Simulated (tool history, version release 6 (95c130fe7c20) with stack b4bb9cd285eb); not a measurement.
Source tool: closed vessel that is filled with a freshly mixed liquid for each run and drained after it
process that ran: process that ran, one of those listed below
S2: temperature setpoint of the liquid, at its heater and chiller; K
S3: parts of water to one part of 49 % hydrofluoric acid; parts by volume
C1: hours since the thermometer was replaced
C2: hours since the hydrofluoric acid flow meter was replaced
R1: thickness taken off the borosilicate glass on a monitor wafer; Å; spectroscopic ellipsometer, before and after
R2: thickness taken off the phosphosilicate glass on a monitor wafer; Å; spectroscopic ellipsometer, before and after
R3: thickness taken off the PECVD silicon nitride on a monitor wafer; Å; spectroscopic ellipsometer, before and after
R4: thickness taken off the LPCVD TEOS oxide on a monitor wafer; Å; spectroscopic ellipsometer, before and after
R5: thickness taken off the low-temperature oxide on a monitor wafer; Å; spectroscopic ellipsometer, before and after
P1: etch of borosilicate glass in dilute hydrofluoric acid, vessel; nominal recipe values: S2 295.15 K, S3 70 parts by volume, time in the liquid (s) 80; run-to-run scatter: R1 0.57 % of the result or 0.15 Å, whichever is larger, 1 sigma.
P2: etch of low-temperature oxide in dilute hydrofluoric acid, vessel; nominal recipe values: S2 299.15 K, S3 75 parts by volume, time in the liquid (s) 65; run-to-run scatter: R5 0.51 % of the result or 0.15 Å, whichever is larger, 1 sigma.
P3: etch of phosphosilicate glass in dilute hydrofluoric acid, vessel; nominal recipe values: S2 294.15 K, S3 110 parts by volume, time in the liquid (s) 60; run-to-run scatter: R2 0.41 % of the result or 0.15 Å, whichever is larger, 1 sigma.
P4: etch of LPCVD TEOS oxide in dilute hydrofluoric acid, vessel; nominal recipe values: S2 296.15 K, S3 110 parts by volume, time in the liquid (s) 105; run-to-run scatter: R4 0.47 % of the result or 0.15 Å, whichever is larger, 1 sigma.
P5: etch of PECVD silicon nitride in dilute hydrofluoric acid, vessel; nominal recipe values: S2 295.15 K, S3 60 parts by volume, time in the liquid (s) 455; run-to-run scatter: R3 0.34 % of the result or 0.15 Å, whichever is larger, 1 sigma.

run 1 hour=5.1 | process_that_ran=P1 S2=295.15 S3=70 time_in_the_liquid_(s)=80 | C1=811.1 C2=222.1 | R1=262.480
run 2 hour=10.0 | process_that_ran=P1 S2=295.15 S3=70 time_in_the_liquid_(s)=80 | C1=816.0 C2=227.0 | R1=265.830
run 3 hour=17.3 | process_that_ran=P1 S2=295.15 S3=120 time_in_the_liquid_(s)=125 | C1=823.3 C2=234.3 | R1=228.350
run 4 hour=24.1 | process_that_ran=P3 S2=294.15 S3=110 time_in_the_liquid_(s)=30 | C1=830.1 C2=241.1 | R2=148.40
run 5 hour=32.2 | process_that_ran=P5 S2=295.15 S3=20 time_in_the_liquid_(s)=455 | C1=838.2 C2=249.2 | R3=499.04
run 6 hour=40.7 | process_that_ran=P5 S2=295.15 S3=60 time_in_the_liquid_(s)=685 | C1=846.7 C2=257.7 | R3=256.86
run 7 hour=46.0 | process_that_ran=P5 S2=295.15 S3=60 time_in_the_liquid_(s)=455 | C1=852.0 C2=263.0 | R3=172.78
run 8 hour=51.6 | process_that_ran=P4 S2=296.15 S3=110 time_in_the_liquid_(s)=105 | C1=857.6 C2=268.6 | R4=155.88
run 9 hour=60.7 | process_that_ran=P2 S2=299.15 S3=75 time_in_the_liquid_(s)=30 | C1=866.7 C2=277.7 | R5=79.622
run 10 hour=65.8 | process_that_ran=P1 S2=295.15 S3=40 time_in_the_liquid_(s)=80 | C1=871.8 C2=282.8 | R1=481.580
run 11 hour=73.6 | process_that_ran=P4 S2=296.15 S3=110 time_in_the_liquid_(s)=170 | C1=879.6 C2=290.6 | R4=251.69
run 12 hour=79.8 | process_that_ran=P1 S2=295.15 S3=70 time_in_the_liquid_(s)=80 | C1=885.8 C2=296.8 | R1=266.650
run 13 hour=87.9 | process_that_ran=P2 S2=306.15 S3=75 time_in_the_liquid_(s)=65 | C1=893.9 C2=304.9 | R5=223.570
run 14 hour=95.5 | process_that_ran=P1 S2=290.15 S3=70 time_in_the_liquid_(s)=80 | C1=901.5 C2=312.5 | R1=216.180
run 15 hour=103.7 | process_that_ran=P4 S2=296.15 S3=70 time_in_the_liquid_(s)=105 | C1=909.7 C2=320.7 | R4=255.83
run 16 hour=110.0 | process_that_ran=P4 S2=296.15 S3=110 time_in_the_liquid_(s)=105 | C1=916.0 C2=327.0 | R4=154.84
run 17 hour=119.1 | process_that_ran=P1 S2=295.15 S3=70 time_in_the_liquid_(s)=80 | C1=925.1 C2=336.1 | R1=264.250
run 18 hour=124.7 | process_that_ran=P3 S2=294.15 S3=110 time_in_the_liquid_(s)=60 | C1=930.7 C2=341.7 | R2=295.30
run 19 hour=130.4 | process_that_ran=P1 S2=295.15 S3=125 time_in_the_liquid_(s)=80 | C1=936.4 C2=347.4 | R1=138.510
run 20 hour=138.3 | process_that_ran=P1 S2=295.15 S3=70 time_in_the_liquid_(s)=140 | C1=944.3 C2=355.3 | R1=459.920
run 21 hour=145.9 | process_that_ran=P4 S2=292.15 S3=110 time_in_the_liquid_(s)=105 | C1=951.9 C2=362.9 | R4=131.38
run 22 hour=152.5 | process_that_ran=P2 S2=299.15 S3=75 time_in_the_liquid_(s)=65 | C1=958.5 C2=369.5 | R5=171.110
run 23 hour=161.8 | process_that_ran=P2 S2=299.15 S3=130 time_in_the_liquid_(s)=65 | C1=967.8 C2=378.8 | R5=92.687
run 24 hour=171.3 | process_that_ran=P1 S2=302.15 S3=25 time_in_the_liquid_(s)=80 | C1=977.3 C2=388.3 | R1=1058.700
-- hour=177.7 hydrofluoric acid flow meter replaced
run 25 hour=179.2 | process_that_ran=P1 S2=295.15 S3=70 time_in_the_liquid_(s)=80 | C1=985.2 C2=1.6 | R1=267.840
run 26 hour=186.9 | process_that_ran=P5 S2=291.15 S3=60 time_in_the_liquid_(s)=455 | C1=992.9 C2=9.3 | R3=129.95
run 27 hour=193.1 | process_that_ran=P1 S2=295.15 S3=70 time_in_the_liquid_(s)=80 | C1=999.1 C2=15.5 | R1=265.180
run 28 hour=199.9 | process_that_ran=P1 S2=295.15 S3=70 time_in_the_liquid_(s)=30 | C1=1005.9 C2=22.3 | R1=99.608
run 29 hour=209.1 | process_that_ran=P3 S2=300.65 S3=110 time_in_the_liquid_(s)=60 | C1=1015.1 C2=31.5 | R2=380.99
run 30 hour=217.8 | process_that_ran=P1 S2=299.65 S3=70 time_in_the_liquid_(s)=80 | C1=1023.8 C2=40.2 | R1=316.300
run 31 hour=224.4 | process_that_ran=P3 S2=294.15 S3=185 time_in_the_liquid_(s)=60 | C1=1030.4 C2=46.8 | R2=161.43
run 32 hour=228.9 | process_that_ran=P1 S2=295.15 S3=70 time_in_the_liquid_(s)=80 | C1=1034.9 C2=51.3 | R1=267.040
run 33 hour=238.5 | process_that_ran=P1 S2=295.15 S3=70 time_in_the_liquid_(s)=80 | C1=1044.5 C2=60.9 | R1=255.200
run 34 hour=244.5 | process_that_ran=P1 S2=295.15 S3=70 time_in_the_liquid_(s)=80 | C1=1050.5 C2=66.9 | R1=247.030
run 35 hour=250.8 | process_that_ran=P1 S2=295.15 S3=70 time_in_the_liquid_(s)=80 | C1=1056.8 C2=73.2 | R1=247.720
run 36 hour=258.4 | process_that_ran=P1 S2=295.15 S3=70 time_in_the_liquid_(s)=80 | C1=1064.4 C2=80.8 | R1=245.690
run 37 hour=267.8 | process_that_ran=P1 S2=295.15 S3=70 time_in_the_liquid_(s)=80 | C1=1073.8 C2=90.2 | R1=241.650
run 38 hour=277.3 | process_that_ran=P1 S2=295.15 S3=70 time_in_the_liquid_(s)=80 | C1=1083.3 C2=99.7 | R1=241.590
run 39 hour=285.5 | process_that_ran=P1 S2=295.15 S3=70 time_in_the_liquid_(s)=80 | C1=1091.5 C2=107.9 | R1=241.640
run 40 hour=292.4 | process_that_ran=P1 S2=295.15 S3=70 time_in_the_liquid_(s)=80 | C1=1098.4 C2=114.8 | R1=239.870
run 41 hour=296.9 | process_that_ran=P1 S2=295.15 S3=70 time_in_the_liquid_(s)=80 | C1=1102.9 C2=119.3 | R1=243.530

The output of P1 has drifted from where it used to be. Each of the 2 causes below, taken at the size shown beside it, accounts for the log equally well:
A: liquid colder than its thermometer reads (K) = 2.31
B: hydrofluoric acid flow below the setpoint (%) = 8.42
The onset of the drift is placed at about hour 228.9.

4 check runs are offered, one wafer each, their results left as question marks. Which one tells the causes apart?
run check 1 hour=301.4 | process_that_ran=P2 S2=299.15 S3=75 time_in_the_liquid_(s)=65 | R5=?
run check 2 hour=301.4 | process_that_ran=P4 S2=296.15 S3=110 time_in_the_liquid_(s)=105 | R4=?
run check 3 hour=301.4 | process_that_ran=P5 S2=295.15 S3=60 time_in_the_liquid_(s)=455 | R3=?
run check 4 hour=301.4 | process_that_ran=P3 S2=294.15 S3=110 time_in_the_liquid_(s)=60 | R2=?

Expected result of each check under each candidate cause:
check=check_1 result=R5 if_A=155.850 if_B=155.130
check=check_2 result=R4 if_A=141.26 if_B=140.26
check=check_3 result=R3 if_A=146.56 if_B=157.61
check=check_4 result=R2 if_A=269.13 if_B=267.83
Distance between the nearest two causes, measured in the result of the check that separates them most: check 1 0.46 %; check 2 0.71 %; check 3 7.27 %; check 4 0.48 %
The other checks would show nearly matching results whichever cause is true, so check 3 is the only one that separates the causes.

Check 3 was carried out, with these results: R3 157.46 Å. Which of the listed causes is responsible?

The correct cause is B, namely: hydrofluoric acid flow below the setpoint (%).
